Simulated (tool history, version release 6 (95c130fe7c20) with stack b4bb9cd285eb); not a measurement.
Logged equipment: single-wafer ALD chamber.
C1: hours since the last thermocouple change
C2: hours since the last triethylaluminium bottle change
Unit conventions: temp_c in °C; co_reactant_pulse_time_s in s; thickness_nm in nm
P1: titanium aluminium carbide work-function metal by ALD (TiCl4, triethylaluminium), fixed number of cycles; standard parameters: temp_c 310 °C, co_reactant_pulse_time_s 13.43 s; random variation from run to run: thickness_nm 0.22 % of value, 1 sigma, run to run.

{"run": 1, "hour": 4.5, "temp_c": 310, "co_reactant_pulse_time_s": 13.43, "C1": 357.6, "C2": 391.9, "thickness_nm": 2.1787}
{"run": 2, "hour": 8.4, "temp_c": 287, "co_reactant_pulse_time_s": 7.64, "C1": 361.5, "C2": 395.8, "thickness_nm": 1.855}
{"run": 3, "hour": 14.0, "temp_c": 310, "co_reactant_pulse_time_s": 13.43, "C1": 367.1, "C2": 401.4, "thickness_nm": 2.1861}
{"run": 4, "hour": 19.7, "temp_c": 310, "co_reactant_pulse_time_s": 5.18, "C1": 372.8, "C2": 407.1, "thickness_nm": 1.8296}
{"run": 5, "hour": 24.5, "temp_c": 310, "co_reactant_pulse_time_s": 13.43, "C1": 377.6, "C2": 411.9, "thickness_nm": 2.1693}
{"run": 6, "hour": 30.5, "temp_c": 310, "co_reactant_pulse_time_s": 21.1, "C1": 383.6, "C2": 417.9, "thickness_nm": 2.1952}
{"run": 7, "hour": 33.3, "temp_c": 310, "co_reactant_pulse_time_s": 13.43, "C1": 386.4, "C2": 420.7, "thickness_nm": 2.1864}
{"run": 8, "hour": 38.5, "temp_c": 310, "co_reactant_pulse_time_s": 13.43, "C1": 391.6, "C2": 425.9, "thickness_nm": 2.1738}
{"run": 9, "hour": 43.0, "temp_c": 285, "co_reactant_pulse_time_s": 13.43, "C1": 396.1, "C2": 430.4, "thickness_nm": 1.9585}
{"run": 10, "hour": 49.1, "temp_c": 310, "co_reactant_pulse_time_s": 13.43, "C1": 402.2, "C2": 436.5, "thickness_nm": 2.1825}
{"hour": 52.4, "done": "triethylaluminium bottle replaced"}
{"run": 11, "hour": 54.5, "temp_c": 293, "co_reactant_pulse_time_s": 20.62, "C1": 407.6, "C2": 2.1, "thickness_nm": 2.041}
{"run": 12, "hour": 59.5, "temp_c": 335, "co_reactant_pulse_time_s": 13.43, "C1": 412.6, "C2": 7.1, "thickness_nm": 2.4134}

Run 13 comes next. What will it give?
{"run": 13, "hour": 62.4, "temp_c": 310, "co_reactant_pulse_time_s": 13.43, "C1": 415.5, "C2": 10.0, "thickness_nm": "?"}

thickness_nm: 2.1773 nm
